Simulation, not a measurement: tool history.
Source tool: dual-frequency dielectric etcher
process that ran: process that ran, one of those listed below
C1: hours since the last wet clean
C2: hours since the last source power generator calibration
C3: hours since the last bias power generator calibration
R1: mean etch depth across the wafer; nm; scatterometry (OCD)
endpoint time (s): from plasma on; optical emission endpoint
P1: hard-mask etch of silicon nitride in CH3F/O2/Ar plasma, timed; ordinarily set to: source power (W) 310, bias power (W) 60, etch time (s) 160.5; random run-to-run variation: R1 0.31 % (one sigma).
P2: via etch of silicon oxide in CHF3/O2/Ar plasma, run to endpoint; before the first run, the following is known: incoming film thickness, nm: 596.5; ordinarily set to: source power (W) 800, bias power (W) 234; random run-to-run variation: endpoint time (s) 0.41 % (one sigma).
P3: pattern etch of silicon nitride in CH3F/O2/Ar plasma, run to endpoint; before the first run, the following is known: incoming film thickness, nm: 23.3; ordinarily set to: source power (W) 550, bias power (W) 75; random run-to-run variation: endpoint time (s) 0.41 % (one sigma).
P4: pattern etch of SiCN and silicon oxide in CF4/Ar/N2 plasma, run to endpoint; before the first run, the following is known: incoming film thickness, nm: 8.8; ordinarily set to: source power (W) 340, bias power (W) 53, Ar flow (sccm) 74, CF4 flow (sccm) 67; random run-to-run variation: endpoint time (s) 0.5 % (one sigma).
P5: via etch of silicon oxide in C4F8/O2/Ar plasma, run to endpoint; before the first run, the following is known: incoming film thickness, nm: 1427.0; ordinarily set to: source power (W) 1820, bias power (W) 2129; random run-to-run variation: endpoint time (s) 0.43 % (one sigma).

{"run": 1, "hour": 14.4, "process that ran": "P1", "source power (W)": 310, "bias power (W)": 60, "etch time (s)": 160.5, "C1": 107.4, "C2": 963.9, "C3": 2425.8, "R1": 95.692}
{"run": 2, "hour": 20.9, "process that ran": "P1", "source power (W)": 200, "bias power (W)": 60, "etch time (s)": 160.5, "C1": 113.9, "C2": 970.4, "C3": 2432.3, "R1": 81.417}
{"run": 3, "hour": 35.3, "process that ran": "P1", "source power (W)": 310, "bias power (W)": 60, "etch time (s)": 160.5, "C1": 128.3, "C2": 984.8, "C3": 2446.7, "R1": 95.792}
{"run": 4, "hour": 48.5, "process that ran": "P1", "source power (W)": 380, "bias power (W)": 60, "etch time (s)": 213.5, "C1": 141.5, "C2": 998, "C3": 2459.9, "R1": 137.88}
{"run": 5, "hour": 57.4, "process that ran": "P4", "source power (W)": 340, "bias power (W)": 53, "Ar flow (sccm)": 74, "CF4 flow (sccm)": 67, "C1": 150.4, "C2": 1006.9, "C3": 2468.8, "endpoint time (s)": 13.594}
{"run": 6, "hour": 64.8, "process that ran": "P1", "source power (W)": 310, "bias power (W)": 41, "etch time (s)": 160.5, "C1": 157.8, "C2": 1014.3, "C3": 2476.2, "R1": 84.948}
{"run": 7, "hour": 75.4, "process that ran": "P1", "source power (W)": 310, "bias power (W)": 60, "etch time (s)": 104, "C1": 168.4, "C2": 1024.9, "C3": 2486.8, "R1": 62.121}
{"run": 8, "hour": 86.6, "process that ran": "P1", "source power (W)": 310, "bias power (W)": 60, "etch time (s)": 160.5, "C1": 179.6, "C2": 1036.1, "C3": 2498, "R1": 95.676}
{"run": 9, "hour": 93.1, "process that ran": "P5", "source power (W)": 1820, "bias power (W)": 2129, "C1": 186.1, "C2": 1042.6, "C3": 2504.5, "endpoint time (s)": 286.43}
{"run": 10, "hour": 99.5, "process that ran": "P1", "source power (W)": 310, "bias power (W)": 60, "etch time (s)": 160.5, "C1": 192.5, "C2": 1049, "C3": 2510.9, "R1": 95.871}
{"run": 11, "hour": 111.2, "process that ran": "P2", "source power (W)": 800, "bias power (W)": 234, "C1": 204.2, "C2": 1060.7, "C3": 2522.6, "endpoint time (s)": 252.14}
{"run": 12, "hour": 123.2, "process that ran": "P4", "source power (W)": 340, "bias power (W)": 53, "Ar flow (sccm)": 74, "CF4 flow (sccm)": 67, "C1": 216.2, "C2": 1072.7, "C3": 2534.6, "endpoint time (s)": 13.682}
{"run": 13, "hour": 134.1, "process that ran": "P4", "source power (W)": 340, "bias power (W)": 53, "Ar flow (sccm)": 95, "CF4 flow (sccm)": 67, "C1": 227.1, "C2": 1083.6, "C3": 2545.5, "endpoint time (s)": 14.033}
{"run": 14, "hour": 143.1, "process that ran": "P1", "source power (W)": 400, "bias power (W)": 60, "etch time (s)": 160.5, "C1": 236.1, "C2": 1092.6, "C3": 2554.5, "R1": 105.91}
{"run": 15, "hour": 153.2, "process that ran": "P1", "source power (W)": 310, "bias power (W)": 60, "etch time (s)": 197.5, "C1": 246.2, "C2": 1102.7, "C3": 2564.6, "R1": 118.4}
{"run": 16, "hour": 160.5, "process that ran": "P1", "source power (W)": 310, "bias power (W)": 60, "etch time (s)": 160.5, "C1": 253.5, "C2": 1110, "C3": 2571.9, "R1": 95.51}
{"run": 17, "hour": 170.3, "process that ran": "P5", "source power (W)": 1820, "bias power (W)": 2666, "C1": 263.3, "C2": 1119.8, "C3": 2581.7, "endpoint time (s)": 265.46}
{"run": 18, "hour": 181.2, "process that ran": "P5", "source power (W)": 1820, "bias power (W)": 2129, "C1": 274.2, "C2": 1130.7, "C3": 2592.6, "endpoint time (s)": 287.09}
{"run": 19, "hour": 194.8, "process that ran": "P5", "source power (W)": 2590, "bias power (W)": 2129, "C1": 287.8, "C2": 1144.3, "C3": 2606.2, "endpoint time (s)": 247.23}
{"run": 20, "hour": 208.9, "process that ran": "P1", "source power (W)": 310, "bias power (W)": 60, "etch time (s)": 160.5, "C1": 301.9, "C2": 1158.4, "C3": 2620.3, "R1": 96.321}
{"run": 21, "hour": 215.4, "process that ran": "P1", "source power (W)": 310, "bias power (W)": 82, "etch time (s)": 160.5, "C1": 308.4, "C2": 1164.9, "C3": 2626.8, "R1": 106.75}
{"run": 22, "hour": 226.7, "process that ran": "P3", "source power (W)": 750, "bias power (W)": 75, "C1": 319.7, "C2": 1176.2, "C3": 2638.1, "endpoint time (s)": 25.474}
{"run": 23, "hour": 237.1, "process that ran": "P1", "source power (W)": 310, "bias power (W)": 60, "etch time (s)": 160.5, "C1": 330.1, "C2": 1186.6, "C3": 2648.5, "R1": 95.852}
{"run": 24, "hour": 250.8, "process that ran": "P2", "source power (W)": 560, "bias power (W)": 234, "C1": 343.8, "C2": 1200.3, "C3": 2662.2, "endpoint time (s)": 287.61}
{"run": 25, "hour": 263.6, "process that ran": "P4", "source power (W)": 340, "bias power (W)": 65, "Ar flow (sccm)": 74, "CF4 flow (sccm)": 67, "C1": 356.6, "C2": 1213.1, "C3": 2675, "endpoint time (s)": 12.729}
{"run": 26, "hour": 274.0, "process that ran": "P2", "source power (W)": 800, "bias power (W)": 301, "C1": 367, "C2": 1223.5, "C3": 2685.4, "endpoint time (s)": 229.64}
{"run": 27, "hour": 286.6, "process that ran": "P4", "source power (W)": 340, "bias power (W)": 53, "Ar flow (sccm)": 74, "CF4 flow (sccm)": 94, "C1": 379.6, "C2": 1236.1, "C3": 2698, "endpoint time (s)": 13.046}
{"run": 28, "hour": 297.0, "process that ran": "P3", "source power (W)": 550, "bias power (W)": 75, "C1": 390, "C2": 1246.5, "C3": 2708.4, "endpoint time (s)": 28.657}
{"run": 29, "hour": 309.7, "process that ran": "P1", "source power (W)": 310, "bias power (W)": 82, "etch time (s)": 200.5, "C1": 402.7, "C2": 1259.2, "C3": 2721.1, "R1": 134.11}
{"run": 30, "hour": 320.1, "process that ran": "P3", "source power (W)": 550, "bias power (W)": 43, "C1": 413.1, "C2": 1269.6, "C3": 2731.5, "endpoint time (s)": 34.009}
{"run": 31, "hour": 334.0, "process that ran": "P4", "source power (W)": 400, "bias power (W)": 53, "Ar flow (sccm)": 74, "CF4 flow (sccm)": 67, "C1": 427, "C2": 1283.5, "C3": 2745.4, "endpoint time (s)": 11.751}
{"run": 32, "hour": 341.2, "process that ran": "P1", "source power (W)": 310, "bias power (W)": 60, "etch time (s)": 160.5, "C1": 434.2, "C2": 1290.7, "C3": 2752.6, "R1": 95.956}
{"run": 33, "hour": 353.8, "process that ran": "P1", "source power (W)": 310, "bias power (W)": 60, "etch time (s)": 160.5, "C1": 446.8, "C2": 1303.3, "C3": 2765.2, "R1": 96.799}
{"run": 34, "hour": 368.5, "process that ran": "P1", "source power (W)": 310, "bias power (W)": 60, "etch time (s)": 160.5, "C1": 461.5, "C2": 1318, "C3": 2779.9, "R1": 97.107}
{"run": 35, "hour": 378.3, "process that ran": "P1", "source power (W)": 310, "bias power (W)": 60, "etch time (s)": 160.5, "C1": 471.3, "C2": 1327.8, "C3": 2789.7, "R1": 97.121}
{"run": 36, "hour": 390.5, "process that ran": "P1", "source power (W)": 310, "bias power (W)": 60, "etch time (s)": 160.5, "C1": 483.5, "C2": 1340, "C3": 2801.9, "R1": 97.345}
{"run": 37, "hour": 398.1, "process that ran": "P1", "source power (W)": 310, "bias power (W)": 60, "etch time (s)": 160.5, "C1": 491.1, "C2": 1347.6, "C3": 2809.5, "R1": 97.197}
{"hour": 398.2, "done": "wet clean of the chamber"}
{"run": 38, "hour": 409.4, "process that ran": "P1", "source power (W)": 310, "bias power (W)": 60, "etch time (s)": 160.5, "C1": 11.2, "C2": 1358.9, "C3": 2820.8, "R1": 97.118}
{"run": 39, "hour": 423.7, "process that ran": "P1", "source power (W)": 310, "bias power (W)": 60, "etch time (s)": 160.5, "C1": 25.5, "C2": 1373.2, "C3": 2835.1, "R1": 97.247}
{"run": 40, "hour": 437.3, "process that ran": "P1", "source power (W)": 310, "bias power (W)": 60, "etch time (s)": 160.5, "C1": 39.1, "C2": 1386.8, "C3": 2848.7, "R1": 97.381}
{"run": 41, "hour": 445.5, "process that ran": "P1", "source power (W)": 310, "bias power (W)": 60, "etch time (s)": 160.5, "C1": 47.3, "C2": 1395, "C3": 2856.9, "R1": 97.373}

Compared with where it was, what P1 gives has crept away. Each cause listed below fits the log as well as the rest, at the size given for it:
A: bias power that arrives over what is set, % = 4.75
B: source power that arrives over what is set, % = 4.19
Onset of the creep was near hour 341.2.
Ruled out, with reasons:
chamber walls in a state that raises the etch rate, %: serviced at hour 398.2, which brought nothing back

Below are 4 check runs, each averaged over 3 wafers, with their results shown as question marks. Which of them would give clearly different results depending on which cause is behind the drift?
{"run": "check 1", "hour": 453.7, "process that ran": "P3", "source power (W)": 550, "bias power (W)": 53, "endpoint time (s)": "?"}
{"run": "check 2", "hour": 453.7, "process that ran": "P2", "source power (W)": 800, "bias power (W)": 278, "endpoint time (s)": "?"}
{"run": "check 3", "hour": 453.7, "process that ran": "P4", "source power (W)": 340, "bias power (W)": 53, "Ar flow (sccm)": 88, "CF4 flow (sccm)": 91, "endpoint time (s)": "?"}
{"run": "check 4", "hour": 453.7, "process that ran": "P5", "source power (W)": 2190, "bias power (W)": 2129, "endpoint time (s)": "?"}

What every check run would give for each of its results, assuming each possible cause in turn:
check=check_1 result=endpoint_time_(s) if_A=31.469 if_B=31.417
check=check_2 result=endpoint_time_(s) if_A=233.26 if_B=233.55
check=check_3 result=endpoint_time_(s) if_A=13.196 if_B=12.902
check=check_4 result=endpoint_time_(s) if_A=261.62 if_B=260.85
Separation of the two closest causes in each check, using whichever result separates them best: check 1 0.16 %; check 2 0.12 %; check 3 2.25 %; check 4 0.29 %
Only check 3 tells the causes apart: in the others they would give nearly the same result.

Check 3 has now been run. It gave: endpoint time (s) 13.241. Which of the candidate causes is it?

A is the cause: bias power that arrives over what is set, %.
